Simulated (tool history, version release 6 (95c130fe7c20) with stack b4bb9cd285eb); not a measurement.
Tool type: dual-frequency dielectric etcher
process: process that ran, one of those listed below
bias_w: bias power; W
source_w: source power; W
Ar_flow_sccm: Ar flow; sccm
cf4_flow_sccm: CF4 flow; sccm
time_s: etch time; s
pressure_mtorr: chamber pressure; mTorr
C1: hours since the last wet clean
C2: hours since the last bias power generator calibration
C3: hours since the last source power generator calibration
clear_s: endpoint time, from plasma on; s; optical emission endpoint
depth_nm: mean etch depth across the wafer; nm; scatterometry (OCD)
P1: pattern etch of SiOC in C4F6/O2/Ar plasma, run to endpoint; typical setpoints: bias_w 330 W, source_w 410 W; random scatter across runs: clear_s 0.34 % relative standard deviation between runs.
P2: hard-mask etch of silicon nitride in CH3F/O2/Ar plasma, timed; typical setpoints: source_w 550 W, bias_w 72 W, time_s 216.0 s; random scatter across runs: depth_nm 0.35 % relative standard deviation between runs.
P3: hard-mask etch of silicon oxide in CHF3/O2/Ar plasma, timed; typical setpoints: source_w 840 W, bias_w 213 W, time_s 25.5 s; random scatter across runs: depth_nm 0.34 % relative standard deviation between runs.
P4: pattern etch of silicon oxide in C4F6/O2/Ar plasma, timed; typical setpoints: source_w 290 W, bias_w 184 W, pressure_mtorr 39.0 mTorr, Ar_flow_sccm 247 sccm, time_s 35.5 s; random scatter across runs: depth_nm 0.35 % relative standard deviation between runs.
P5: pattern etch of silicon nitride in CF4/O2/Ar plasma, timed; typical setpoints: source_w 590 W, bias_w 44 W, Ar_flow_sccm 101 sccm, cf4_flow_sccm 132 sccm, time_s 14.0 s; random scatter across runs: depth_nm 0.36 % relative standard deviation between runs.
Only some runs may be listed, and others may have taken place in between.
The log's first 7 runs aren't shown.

Run 8, hour 71.7: process P5, bias_w 44 W, source_w 740 W, Ar_flow_sccm 101 sccm, cf4_flow_sccm 132 sccm, time_s 14.0 s; C1 324.2; C2 769.0; C3 1621.2. Result: depth_nm 37.829 nm.
Run 9, hour 81.2: process P2, bias_w 72 W, source_w 550 W, time_s 216.0 s; C1 333.7; C2 778.5; C3 1630.7. Result: depth_nm 168.980 nm.
Run 10, hour 87.0: process P2, bias_w 72 W, source_w 350 W, time_s 216.0 s; C1 339.5; C2 784.3; C3 1636.5. Result: depth_nm 142.670 nm.
Run 11, hour 97.2: process P1, bias_w 330 W, source_w 300 W; C1 349.7; C2 794.5; C3 1646.7. Result: clear_s 14.253 s.
Run 12, hour 107.9: process P4, bias_w 184 W, source_w 290 W, Ar_flow_sccm 247 sccm, time_s 20.0 s, pressure_mtorr 39.0 mTorr; C1 360.4; C2 805.2; C3 1657.4. Result: depth_nm 55.697 nm.
Run 13, hour 118.5: process P3, bias_w 213 W, source_w 840 W, time_s 37.5 s; C1 371.0; C2 815.8; C3 1668.0. Result: depth_nm 87.547 nm.
Run 14, hour 127.4: process P5, bias_w 44 W, source_w 590 W, Ar_flow_sccm 101 sccm, cf4_flow_sccm 132 sccm, time_s 20.5 s; C1 379.9; C2 824.7; C3 1676.9. Result: depth_nm 45.522 nm.
Run 15, hour 134.3: process P1, bias_w 330 W, source_w 410 W; C1 386.8; C2 831.6; C3 1683.8. Result: clear_s 12.723 s.
Run 16, hour 144.2: process P2, bias_w 72 W, source_w 550 W, time_s 125.0 s; C1 396.7; C2 841.5; C3 1693.7. Result: depth_nm 98.152 nm.
Run 17, hour 155.0: process P1, bias_w 330 W, source_w 410 W; C1 407.5; C2 852.3; C3 1704.5. Result: clear_s 12.592 s.
Run 18, hour 161.4: process P5, bias_w 44 W, source_w 590 W, Ar_flow_sccm 101 sccm, cf4_flow_sccm 181 sccm, time_s 14.0 s; C1 413.9; C2 858.7; C3 1710.9. Result: depth_nm 32.087 nm.
Run 19, hour 168.6: process P4, bias_w 184 W, source_w 290 W, Ar_flow_sccm 247 sccm, time_s 35.5 s, pressure_mtorr 50.5 mTorr; C1 421.1; C2 865.9; C3 1718.1. Result: depth_nm 94.941 nm.
Run 20, hour 175.1: process P4, bias_w 110 W, source_w 290 W, Ar_flow_sccm 247 sccm, time_s 35.5 s, pressure_mtorr 39.0 mTorr; C1 427.6; C2 872.4; C3 1724.6. Result: depth_nm 84.189 nm.
Run 21, hour 184.6: process P1, bias_w 330 W, source_w 520 W; C1 437.1; C2 881.9; C3 1734.1. Result: clear_s 11.557 s.
Run 22, hour 192.7: process P2, bias_w 55 W, source_w 550 W, time_s 216.0 s; C1 445.2; C2 890.0; C3 1742.2. Result: depth_nm 154.140 nm.
Run 23, hour 198.8: process P4, bias_w 184 W, source_w 200 W, Ar_flow_sccm 247 sccm, time_s 35.5 s, pressure_mtorr 39.0 mTorr; C1 451.3; C2 896.1; C3 1748.3. Result: depth_nm 85.472 nm.
Run 24, hour 205.3: process P1, bias_w 444 W, source_w 280 W; C1 457.8; C2 902.6; C3 1754.8. Result: clear_s 13.031 s.
Run 25, hour 212.7: process P5, bias_w 44 W, source_w 590 W, Ar_flow_sccm 101 sccm, cf4_flow_sccm 132 sccm, time_s 14.0 s; C1 465.2; C2 910.0; C3 1762.2. Result: depth_nm 31.041 nm.
Run 26, hour 218.8: process P1, bias_w 228 W, source_w 410 W; C1 471.3; C2 916.1; C3 1768.3. Result: clear_s 14.262 s.
Run 27, hour 226.6: process P1, bias_w 248 W, source_w 480 W; C1 479.1; C2 923.9; C3 1776.1. Result: clear_s 13.103 s.
Run 28, hour 237.8: process P1, bias_w 397 W, source_w 410 W; C1 490.3; C2 935.1; C3 1787.3. Result: clear_s 11.870 s.
Run 29, hour 245.5: process P5, bias_w 58 W, source_w 590 W, Ar_flow_sccm 101 sccm, cf4_flow_sccm 132 sccm, time_s 14.0 s; C1 498.0; C2 942.8; C3 1795.0. Result: depth_nm 34.510 nm.
Run 30, hour 253.5: process P1, bias_w 274 W, source_w 280 W; C1 506.0; C2 950.8; C3 1803.0. Result: clear_s 15.654 s.

Expected results for the next run?
Run 31, hour 261.6: process P1, bias_w 330 W, source_w 410 W; C1 514.1; C2 958.9; C3 1811.1. Result: clear_s ?.

Run 31 measured clear_s 12.607 s.
